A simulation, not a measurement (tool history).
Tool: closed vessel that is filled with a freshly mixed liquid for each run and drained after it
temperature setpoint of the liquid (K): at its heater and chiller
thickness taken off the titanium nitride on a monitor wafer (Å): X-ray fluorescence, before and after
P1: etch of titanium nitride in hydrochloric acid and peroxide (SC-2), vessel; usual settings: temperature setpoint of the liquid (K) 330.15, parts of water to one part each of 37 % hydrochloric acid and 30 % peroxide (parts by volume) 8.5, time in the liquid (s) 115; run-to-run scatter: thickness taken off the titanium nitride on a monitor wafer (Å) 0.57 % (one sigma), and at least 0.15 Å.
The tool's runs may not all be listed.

| run | hour | temperature setpoint of the liquid (K) | parts of water to one part each of 37 % hydrochloric acid and 30 % peroxide (parts by volume) | time in the liquid (s) | thickness taken off the titanium nitride on a monitor wafer (Å) |
|---|---|---|---|---|---|
| 1 | 11.2 | 330.15 | 8.5 | 115 | 98.487 |
| 2 | 19.3 | 330.15 | 8.5 | 115 | 97.401 |
| 3 | 29.4 | 330.15 | 8.5 | 30 | 25.631 |
| 4 | 35.9 | 345.15 | 8.5 | 70 | 147.47 |
| 5 | 42.4 | 330.15 | 8.5 | 225 | 191.16 |
| 6 | 53.2 | 318.15 | 8.5 | 115 | 43.802 |
| 7 | 64.7 | 330.15 | 5 | 30 | 38.334 |
| 8 | 74 | 330.15 | 8.5 | 115 | 97.068 |
| 9 | 79.7 | 330.15 | 8.5 | 115 | 97.541 |
|  | 80.1 | thermometer replaced |
| 10 | 89.2 | 330.15 | 15 | 115 | 60.057 |
| 11 | 98 | 330.15 | 4 | 115 | 170.62 |
| 12 | 111 | 338.15 | 8.5 | 115 | 159.34 |
| 13 | 120.5 | 330.15 | 8.5 | 115 | 96.946 |
| 14 | 127.8 | 316.15 | 8.5 | 30 | 9.91 |
| 15 | 137.4 | 330.15 | 8.5 | 115 | 96.835 |
| 16 | 144.4 | 330.15 | 8.5 | 115 | 100.14 |
| 17 | 152.6 | 330.15 | 8.5 | 115 | 101.01 |
| 18 | 163.4 | 330.15 | 8.5 | 115 | 102.91 |
| 19 | 174.9 | 330.15 | 8.5 | 115 | 104.44 |
| 20 | 184.1 | 330.15 | 8.5 | 115 | 104.67 |
| 21 | 193.2 | 330.15 | 8.5 | 115 | 106.05 |

Run 22 comes next. What will it give?
| 22 | 205.6 | 330.15 | 8.5 | 115 | ? |

Run 22 gave thickness taken off the titanium nitride on a monitor wafer (Å) 105.44.
